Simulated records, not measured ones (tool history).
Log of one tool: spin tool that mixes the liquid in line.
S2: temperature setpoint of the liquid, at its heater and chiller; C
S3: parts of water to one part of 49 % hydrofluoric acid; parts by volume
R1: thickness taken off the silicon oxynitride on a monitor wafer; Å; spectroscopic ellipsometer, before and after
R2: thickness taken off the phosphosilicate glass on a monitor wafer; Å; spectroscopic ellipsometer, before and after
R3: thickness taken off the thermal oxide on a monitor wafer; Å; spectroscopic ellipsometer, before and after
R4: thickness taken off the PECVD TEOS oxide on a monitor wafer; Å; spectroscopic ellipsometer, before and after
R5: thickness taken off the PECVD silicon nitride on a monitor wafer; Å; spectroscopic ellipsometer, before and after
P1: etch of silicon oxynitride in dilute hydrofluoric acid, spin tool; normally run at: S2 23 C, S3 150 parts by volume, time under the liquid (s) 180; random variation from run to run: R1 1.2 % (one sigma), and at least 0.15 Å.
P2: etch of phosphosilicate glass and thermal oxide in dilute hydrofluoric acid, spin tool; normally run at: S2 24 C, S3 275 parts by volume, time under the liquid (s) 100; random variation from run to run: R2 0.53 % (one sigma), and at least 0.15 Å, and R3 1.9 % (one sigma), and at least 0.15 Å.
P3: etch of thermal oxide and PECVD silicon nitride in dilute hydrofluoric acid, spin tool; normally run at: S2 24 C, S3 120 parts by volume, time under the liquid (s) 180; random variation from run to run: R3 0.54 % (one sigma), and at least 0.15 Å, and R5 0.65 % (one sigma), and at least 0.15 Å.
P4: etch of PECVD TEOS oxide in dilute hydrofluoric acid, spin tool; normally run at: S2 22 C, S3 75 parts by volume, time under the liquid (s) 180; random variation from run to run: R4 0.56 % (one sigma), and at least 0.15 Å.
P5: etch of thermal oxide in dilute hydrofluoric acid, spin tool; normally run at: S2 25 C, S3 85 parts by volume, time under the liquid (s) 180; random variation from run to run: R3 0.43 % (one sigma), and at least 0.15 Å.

{"run": 1, "hour": 3.6, "process that ran": "P1", "S2": 23, "S3": 150, "time under the liquid (s)": 180, "R1": 23.514}
{"run": 2, "hour": 9.6, "process that ran": "P1", "S2": 23, "S3": 150, "time under the liquid (s)": 180, "R1": 23.575}
{"run": 3, "hour": 14.7, "process that ran": "P2", "S2": 24, "S3": 275, "time under the liquid (s)": 100, "R2": 228.04, "R3": 13.269}
{"run": 4, "hour": 19.7, "process that ran": "P1", "S2": 23, "S3": 150, "time under the liquid (s)": 180, "R1": 23.682}
{"run": 5, "hour": 24.4, "process that ran": "P1", "S2": 29, "S3": 150, "time under the liquid (s)": 180, "R1": 30.978}
{"run": 6, "hour": 29.3, "process that ran": "P1", "S2": 23, "S3": 150, "time under the liquid (s)": 70, "R1": 8.918}
{"run": 7, "hour": 34.8, "process that ran": "P5", "S2": 25, "S3": 85, "time under the liquid (s)": 180, "R3": 111.99}
{"run": 8, "hour": 38.2, "process that ran": "P4", "S2": 17, "S3": 75, "time under the liquid (s)": 180, "R4": 215.28}
{"run": 9, "hour": 44.1, "process that ran": "P3", "S2": 24, "S3": 120, "time under the liquid (s)": 180, "R3": 71.783, "R5": 40.891}
{"run": 10, "hour": 49.9, "process that ran": "P5", "S2": 19.5, "S3": 85, "time under the liquid (s)": 180, "R3": 88.613}
{"run": 11, "hour": 54.0, "process that ran": "P1", "S2": 23, "S3": 215, "time under the liquid (s)": 180, "R1": 15.826}
{"run": 12, "hour": 60.5, "process that ran": "P2", "S2": 24, "S3": 275, "time under the liquid (s)": 100, "R2": 228.55, "R3": 13.408}
{"run": 13, "hour": 67.0, "process that ran": "P1", "S2": 23, "S3": 150, "time under the liquid (s)": 180, "R1": 23.743}
{"run": 14, "hour": 71.4, "process that ran": "P4", "S2": 22, "S3": 75, "time under the liquid (s)": 15, "R4": 22.167}
{"run": 15, "hour": 78.2, "process that ran": "P1", "S2": 23, "S3": 150, "time under the liquid (s)": 180, "R1": 23.714}
{"run": 16, "hour": 81.2, "process that ran": "P4", "S2": 22, "S3": 75, "time under the liquid (s)": 180, "R4": 262.41}
{"run": 17, "hour": 84.4, "process that ran": "P1", "S2": 23, "S3": 150, "time under the liquid (s)": 325, "R1": 42.614}
{"run": 18, "hour": 89.3, "process that ran": "P2", "S2": 24, "S3": 75, "time under the liquid (s)": 100, "R2": 1052.2, "R3": 62.93}
{"run": 19, "hour": 94.3, "process that ran": "P1", "S2": 18, "S3": 150, "time under the liquid (s)": 180, "R1": 18.308}
{"run": 20, "hour": 98.6, "process that ran": "P5", "S2": 25, "S3": 20, "time under the liquid (s)": 180, "R3": 518.83}
{"run": 21, "hour": 103.1, "process that ran": "P5", "S2": 25, "S3": 85, "time under the liquid (s)": 15, "R3": 9.4583}
{"run": 22, "hour": 106.7, "process that ran": "P1", "S2": 23, "S3": 150, "time under the liquid (s)": 180, "R1": 23.565}
{"run": 23, "hour": 111.4, "process that ran": "P1", "S2": 23, "S3": 30, "time under the liquid (s)": 180, "R1": 131.18}
{"run": 24, "hour": 115.8, "process that ran": "P4", "S2": 22, "S3": 135, "time under the liquid (s)": 180, "R4": 136.81}
{"run": 25, "hour": 122.3, "process that ran": "P1", "S2": 23, "S3": 245, "time under the liquid (s)": 340, "R1": 25.137}
{"run": 26, "hour": 127.3, "process that ran": "P1", "S2": 28.5, "S3": 250, "time under the liquid (s)": 180, "R1": 16.379}
{"run": 27, "hour": 133.6, "process that ran": "P2", "S2": 24, "S3": 275, "time under the liquid (s)": 15, "R2": 34.344, "R3": 2.0201}
{"run": 28, "hour": 137.5, "process that ran": "P3", "S2": 17, "S3": 120, "time under the liquid (s)": 180, "R3": 54.614, "R5": 25.985}
{"run": 29, "hour": 141.3, "process that ran": "P3", "S2": 24, "S3": 120, "time under the liquid (s)": 95, "R3": 38.006, "R5": 22.045}
{"run": 30, "hour": 145.4, "process that ran": "P3", "S2": 24, "S3": 75, "time under the liquid (s)": 180, "R3": 121.5, "R5": 64.903}
{"run": 31, "hour": 152.0, "process that ran": "P2", "S2": 30.5, "S3": 275, "time under the liquid (s)": 100, "R2": 284.84, "R3": 17.151}
{"run": 32, "hour": 156.0, "process that ran": "P1", "S2": 23, "S3": 150, "time under the liquid (s)": 180, "R1": 23.776}
{"run": 33, "hour": 161.0, "process that ran": "P1", "S2": 23, "S3": 150, "time under the liquid (s)": 180, "R1": 24.299}
{"run": 34, "hour": 165.5, "process that ran": "P1", "S2": 23, "S3": 150, "time under the liquid (s)": 180, "R1": 24.778}
{"run": 35, "hour": 169.5, "process that ran": "P1", "S2": 23, "S3": 150, "time under the liquid (s)": 180, "R1": 24.5}
{"run": 36, "hour": 173.6, "process that ran": "P1", "S2": 23, "S3": 150, "time under the liquid (s)": 180, "R1": 24.217}
{"run": 37, "hour": 178.8, "process that ran": "P1", "S2": 23, "S3": 150, "time under the liquid (s)": 180, "R1": 24.683}
{"run": 38, "hour": 182.1, "process that ran": "P1", "S2": 23, "S3": 150, "time under the liquid (s)": 180, "R1": 24.815}
{"run": 39, "hour": 186.0, "process that ran": "P1", "S2": 23, "S3": 150, "time under the liquid (s)": 180, "R1": 25.407}
{"run": 40, "hour": 192.7, "process that ran": "P1", "S2": 23, "S3": 150, "time under the liquid (s)": 180, "R1": 25.061}
{"run": 41, "hour": 198.4, "process that ran": "P1", "S2": 23, "S3": 150, "time under the liquid (s)": 180, "R1": 24.692}
{"run": 42, "hour": 203.6, "process that ran": "P1", "S2": 23, "S3": 150, "time under the liquid (s)": 180, "R1": 24.871}

What P1 gives has crept away from where it was. These 2 causes fit the log equally well, each at the size given:
A: hydrofluoric acid flow above the setpoint (%) = 6.11
B: liquid hotter than its thermometer reads (K) = 1.44
The creep began at about hour 156.

4 check runs are offered, each on 2 wafers whose results are averaged, their results left as question marks. Which one tells the causes apart?
{"run": "check 1", "hour": 208.8, "process that ran": "P4", "S2": 22, "S3": 130, "time under the liquid (s)": 40, "R4": "?"}
{"run": "check 2", "hour": 208.8, "process that ran": "P2", "S2": 24, "S3": 85, "time under the liquid (s)": 35, "R2": "?", "R3": "?"}
{"run": "check 3", "hour": 208.8, "process that ran": "P3", "S2": 17.5, "S3": 75, "time under the liquid (s)": 180, "R3": "?", "R5": "?"}
{"run": "check 4", "hour": 208.8, "process that ran": "P5", "S2": 20, "S3": 85, "time under the liquid (s)": 75, "R3": "?"}

What each check would give under each cause:
check=check_1 result=R4 if_A=34.078 if_B=33.697
check=check_2 result=R2 if_A=342.03 if_B=339.27
check=check_2 result=R3 if_A=20.067 if_B=19.905
check=check_3 result=R3 if_A=99.014 if_B=98.715
check=check_3 result=R5 if_A=44.475 if_B=46.421
check=check_4 result=R3 if_A=40.562 if_B=40.34
How far apart the two closest causes lie, in the result that separates them most: check 1 1.13 %; check 2 0.81 %; check 3 4.28 %; check 4 0.55 %
Check 3 tells the causes apart: in the others they would give nearly the same result.

Then check 3 was run and gave: R3 98.556 Å; R5 46.446 Å. Which cause is it?

It is B: liquid hotter than its thermometer reads (K).
